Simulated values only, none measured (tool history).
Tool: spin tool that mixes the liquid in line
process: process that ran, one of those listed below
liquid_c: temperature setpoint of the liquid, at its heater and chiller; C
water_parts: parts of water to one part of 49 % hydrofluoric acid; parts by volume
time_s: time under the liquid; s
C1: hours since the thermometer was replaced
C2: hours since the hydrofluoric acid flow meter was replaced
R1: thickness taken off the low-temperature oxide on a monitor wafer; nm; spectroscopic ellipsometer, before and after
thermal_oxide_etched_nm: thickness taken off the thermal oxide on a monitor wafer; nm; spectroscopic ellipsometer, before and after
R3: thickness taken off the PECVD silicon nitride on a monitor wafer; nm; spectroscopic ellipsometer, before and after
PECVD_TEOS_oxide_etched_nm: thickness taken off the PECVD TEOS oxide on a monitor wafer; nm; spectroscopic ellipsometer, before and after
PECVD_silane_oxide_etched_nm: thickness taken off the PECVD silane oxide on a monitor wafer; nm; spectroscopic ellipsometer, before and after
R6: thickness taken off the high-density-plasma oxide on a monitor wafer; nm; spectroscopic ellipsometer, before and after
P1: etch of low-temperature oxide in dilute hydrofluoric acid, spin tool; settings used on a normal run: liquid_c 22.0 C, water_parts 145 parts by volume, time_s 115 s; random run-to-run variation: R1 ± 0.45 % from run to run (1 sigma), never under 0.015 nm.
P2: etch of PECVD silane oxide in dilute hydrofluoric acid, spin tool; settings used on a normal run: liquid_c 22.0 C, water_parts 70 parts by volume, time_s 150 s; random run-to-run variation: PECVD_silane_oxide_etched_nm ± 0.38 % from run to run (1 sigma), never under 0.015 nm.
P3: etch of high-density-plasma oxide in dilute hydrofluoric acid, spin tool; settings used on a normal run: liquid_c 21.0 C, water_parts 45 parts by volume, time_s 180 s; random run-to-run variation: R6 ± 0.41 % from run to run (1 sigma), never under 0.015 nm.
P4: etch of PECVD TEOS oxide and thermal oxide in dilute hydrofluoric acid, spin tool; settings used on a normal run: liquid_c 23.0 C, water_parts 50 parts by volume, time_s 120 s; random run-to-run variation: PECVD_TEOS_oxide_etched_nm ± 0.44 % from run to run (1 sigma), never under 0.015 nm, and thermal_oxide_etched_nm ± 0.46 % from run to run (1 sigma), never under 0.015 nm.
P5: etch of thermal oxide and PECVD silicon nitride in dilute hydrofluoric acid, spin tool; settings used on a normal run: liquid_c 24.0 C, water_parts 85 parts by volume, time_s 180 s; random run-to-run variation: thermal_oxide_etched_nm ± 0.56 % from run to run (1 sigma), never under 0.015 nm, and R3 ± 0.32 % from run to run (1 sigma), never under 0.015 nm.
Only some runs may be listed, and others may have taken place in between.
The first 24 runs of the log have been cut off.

run 25 hour=223.6 | process=P2 liquid_c=22.0 water_parts=70 time_s=280 | C1=1247.1 C2=1478.5 | PECVD_silane_oxide_etched_nm=104.910
run 26 hour=234.5 | process=P5 liquid_c=29.5 water_parts=85 time_s=180 | C1=1258.0 C2=1489.4 | thermal_oxide_etched_nm=12.6910 R3=17.2760
run 27 hour=245.0 | process=P5 liquid_c=24.0 water_parts=145 time_s=180 | C1=1268.5 C2=1499.9 | thermal_oxide_etched_nm=5.5891 R3=7.1794
run 28 hour=255.3 | process=P1 liquid_c=22.0 water_parts=145 time_s=115 | C1=1278.8 C2=1510.2 | R1=17.0490
run 29 hour=261.9 | process=P4 liquid_c=31.0 water_parts=50 time_s=120 | C1=1285.4 C2=1516.8 | thermal_oxide_etched_nm=15.5910 PECVD_TEOS_oxide_etched_nm=54.4690
run 30 hour=270.1 | process=P1 liquid_c=29.0 water_parts=145 time_s=115 | C1=1293.6 C2=1525.0 | R1=22.3080
run 31 hour=280.7 | process=P1 liquid_c=22.0 water_parts=145 time_s=185 | C1=1304.2 C2=1535.6 | R1=27.5030
run 32 hour=291.7 | process=P4 liquid_c=23.0 water_parts=20 time_s=120 | C1=1315.2 C2=1546.6 | thermal_oxide_etched_nm=29.5240 PECVD_TEOS_oxide_etched_nm=102.6300
run 33 hour=299.4 | process=P1 liquid_c=22.0 water_parts=145 time_s=115 | C1=1322.9 C2=1554.3 | R1=16.9640
run 34 hour=308.8 | process=P1 liquid_c=22.0 water_parts=145 time_s=115 | C1=1332.3 C2=1563.7 | R1=16.9270
run 35 hour=317.1 | process=P1 liquid_c=22.0 water_parts=145 time_s=115 | C1=1340.6 C2=1572.0 | R1=16.4970
run 36 hour=323.2 | process=P1 liquid_c=22.0 water_parts=145 time_s=115 | C1=1346.7 C2=1578.1 | R1=16.4210
run 37 hour=334.8 | process=P1 liquid_c=22.0 water_parts=145 time_s=115 | C1=1358.3 C2=1589.7 | R1=16.2710
run 38 hour=343.2 | process=P1 liquid_c=22.0 water_parts=145 time_s=115 | C1=1366.7 C2=1598.1 | R1=16.1680
run 39 hour=352.2 | process=P1 liquid_c=22.0 water_parts=145 time_s=115 | C1=1375.7 C2=1607.1 | R1=16.1710
run 40 hour=362.8 | process=P1 liquid_c=22.0 water_parts=145 time_s=115 | C1=1386.3 C2=1617.7 | R1=16.2000
run 41 hour=374.5 | process=P1 liquid_c=22.0 water_parts=145 time_s=115 | C1=1398.0 C2=1629.4 | R1=15.9930

What does the tool deliver on the next run?
run 42 hour=381.6 | process=P1 liquid_c=22.0 water_parts=145 time_s=115 | C1=1405.1 C2=1636.5 | R1=?

{"run 42": {"R1": 16.085}}
